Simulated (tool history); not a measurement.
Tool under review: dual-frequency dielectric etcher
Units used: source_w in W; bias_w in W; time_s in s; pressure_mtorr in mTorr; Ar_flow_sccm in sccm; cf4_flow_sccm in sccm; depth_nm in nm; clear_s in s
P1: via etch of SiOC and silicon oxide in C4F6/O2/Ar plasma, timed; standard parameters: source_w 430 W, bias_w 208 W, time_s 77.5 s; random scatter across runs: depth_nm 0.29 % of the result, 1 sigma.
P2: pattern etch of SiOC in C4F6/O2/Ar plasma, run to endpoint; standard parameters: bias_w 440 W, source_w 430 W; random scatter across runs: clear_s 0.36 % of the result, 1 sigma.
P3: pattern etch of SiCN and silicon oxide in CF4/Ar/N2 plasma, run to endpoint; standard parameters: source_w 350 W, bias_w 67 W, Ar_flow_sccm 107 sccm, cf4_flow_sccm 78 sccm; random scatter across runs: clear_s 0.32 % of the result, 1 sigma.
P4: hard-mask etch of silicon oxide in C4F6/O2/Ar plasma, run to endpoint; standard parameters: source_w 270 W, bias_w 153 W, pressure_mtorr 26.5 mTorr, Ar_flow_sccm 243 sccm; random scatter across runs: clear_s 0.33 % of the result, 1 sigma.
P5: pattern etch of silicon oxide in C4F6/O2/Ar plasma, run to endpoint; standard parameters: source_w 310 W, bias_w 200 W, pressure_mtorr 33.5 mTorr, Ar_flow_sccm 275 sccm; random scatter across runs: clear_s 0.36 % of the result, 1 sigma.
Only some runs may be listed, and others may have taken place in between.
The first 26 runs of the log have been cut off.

run   hour  process  source_w  bias_w  time_s  pressure_mtorr  Ar_flow_sccm  cf4_flow_sccm  depth_nm  clear_s
 27  373.6       P2       530     440                                                                  11.196
 28  382.4       P1       430     141    77.5                                                  85.37
 29    401       P2       430     440                                                                  12.195
 30  411.7       P1       430     269    77.5                                                 105.67
 31    430       P1       430     208    77.5                                                 96.496
 32  441.3       P1       430     208    77.5                                                  96.67
 33  450.3       P1       430     208    77.5                                                 97.005
 34  465.5       P1       430     208    77.5                                                 97.919
 35    482       P1       430     208    77.5                                                 97.908

The next listed run, before its measurement:
     496.7  -- wet clean of the chamber
 36  499.8       P1       430     208    77.5                                                      ?

Run 36 measured depth_nm 97.525 nm.
